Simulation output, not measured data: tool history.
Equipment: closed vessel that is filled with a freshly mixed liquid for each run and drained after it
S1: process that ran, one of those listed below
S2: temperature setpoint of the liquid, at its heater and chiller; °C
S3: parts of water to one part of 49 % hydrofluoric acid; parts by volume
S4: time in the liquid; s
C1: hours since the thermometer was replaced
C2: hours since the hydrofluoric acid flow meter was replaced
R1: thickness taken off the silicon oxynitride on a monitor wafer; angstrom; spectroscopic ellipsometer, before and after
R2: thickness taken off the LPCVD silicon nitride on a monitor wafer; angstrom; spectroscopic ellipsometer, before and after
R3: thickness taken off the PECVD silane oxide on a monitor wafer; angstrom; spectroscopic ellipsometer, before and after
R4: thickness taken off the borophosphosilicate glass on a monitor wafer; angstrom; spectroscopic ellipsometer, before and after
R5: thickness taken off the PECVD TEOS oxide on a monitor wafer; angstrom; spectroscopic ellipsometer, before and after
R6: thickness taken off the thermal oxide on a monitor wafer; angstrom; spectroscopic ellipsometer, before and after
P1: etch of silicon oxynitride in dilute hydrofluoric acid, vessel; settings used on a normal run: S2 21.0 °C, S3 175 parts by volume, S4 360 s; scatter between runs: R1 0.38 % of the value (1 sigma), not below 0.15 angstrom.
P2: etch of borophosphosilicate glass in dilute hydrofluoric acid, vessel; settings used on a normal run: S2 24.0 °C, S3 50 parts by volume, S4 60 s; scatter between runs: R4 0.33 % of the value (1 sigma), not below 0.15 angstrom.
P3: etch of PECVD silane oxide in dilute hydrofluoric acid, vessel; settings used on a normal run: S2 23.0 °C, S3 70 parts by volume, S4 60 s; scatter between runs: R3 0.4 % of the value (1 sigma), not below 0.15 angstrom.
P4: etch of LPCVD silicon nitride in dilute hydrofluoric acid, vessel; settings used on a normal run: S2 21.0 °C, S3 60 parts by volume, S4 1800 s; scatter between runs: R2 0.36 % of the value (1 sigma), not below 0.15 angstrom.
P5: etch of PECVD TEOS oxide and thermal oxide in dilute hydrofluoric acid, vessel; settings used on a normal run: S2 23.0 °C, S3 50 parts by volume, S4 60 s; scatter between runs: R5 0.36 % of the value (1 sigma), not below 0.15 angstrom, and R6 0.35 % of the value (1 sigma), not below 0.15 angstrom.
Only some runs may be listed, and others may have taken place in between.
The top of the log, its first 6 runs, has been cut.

{"run": 7, "day": 3.717, "S1": "P4", "S2": 21.0, "S3": 60, "S4": 1800, "C1": 374.4, "C2": 763.2, "R2": 115.56}
{"run": 8, "day": 4.108, "S1": "P1", "S2": 21.0, "S3": 60, "S4": 360, "C1": 383.8, "C2": 772.6, "R1": 191.94}
{"run": 9, "day": 4.792, "S1": "P3", "S2": 23.0, "S3": 70, "S4": 60, "C1": 400.2, "C2": 789.0, "R3": 139.38}
{"run": 10, "day": 5.312, "S1": "P2", "S2": 32.0, "S3": 50, "S4": 60, "C1": 412.7, "C2": 801.5, "R4": 1191.9}
{"run": 11, "day": 5.962, "S1": "P2", "S2": 24.0, "S3": 50, "S4": 110, "C1": 428.3, "C2": 817.1, "R4": 1581.4}
{"run": 12, "day": 6.567, "S1": "P5", "S2": 23.0, "S3": 50, "S4": 115, "C1": 442.8, "C2": 831.6, "R5": 323.52, "R6": 112.0}
{"run": 13, "day": 6.942, "S1": "P1", "S2": 21.0, "S3": 175, "S4": 75, "C1": 451.8, "C2": 840.6, "R1": 12.551}
{"run": 14, "day": 7.638, "S1": "P1", "S2": 21.0, "S3": 175, "S4": 360, "C1": 468.5, "C2": 857.3, "R1": 60.438}
{"run": 15, "day": 8.321, "S1": "P3", "S2": 23.0, "S3": 70, "S4": 30, "C1": 484.9, "C2": 873.7, "R3": 69.636}
{"run": 16, "day": 9.004, "S1": "P3", "S2": 17.0, "S3": 70, "S4": 60, "C1": 501.3, "C2": 890.1, "R3": 109.21}
{"run": 17, "day": 9.775, "S1": "P2", "S2": 24.0, "S3": 30, "S4": 60, "C1": 519.8, "C2": 908.6, "R4": 1474.1}
{"run": 18, "day": 10.208, "S1": "P5", "S2": 19.5, "S3": 50, "S4": 60, "C1": 530.2, "C2": 919.0, "R5": 145.35, "R6": 50.246}
{"day": 10.388, "done": "thermometer replaced"}
{"run": 19, "day": 10.95, "S1": "P4", "S2": 21.0, "S3": 20, "S4": 1800, "C1": 13.5, "C2": 936.8, "R2": 335.02}
{"run": 20, "day": 11.438, "S1": "P1", "S2": 21.0, "S3": 175, "S4": 535, "C1": 25.2, "C2": 948.5, "R1": 91.064}
{"run": 21, "day": 12.167, "S1": "P1", "S2": 17.0, "S3": 175, "S4": 360, "C1": 42.7, "C2": 966.0, "R1": 50.288}
{"run": 22, "day": 12.546, "S1": "P2", "S2": 24.0, "S3": 50, "S4": 60, "C1": 51.8, "C2": 975.1, "R4": 865.36}

For run 23, what comes out?
{"run": 23, "day": 13.212, "S1": "P3", "S2": 23.0, "S3": 70, "S4": 60, "C1": 67.8, "C2": 991.1, "R3": "?"}

R3: 139.540 angstrom
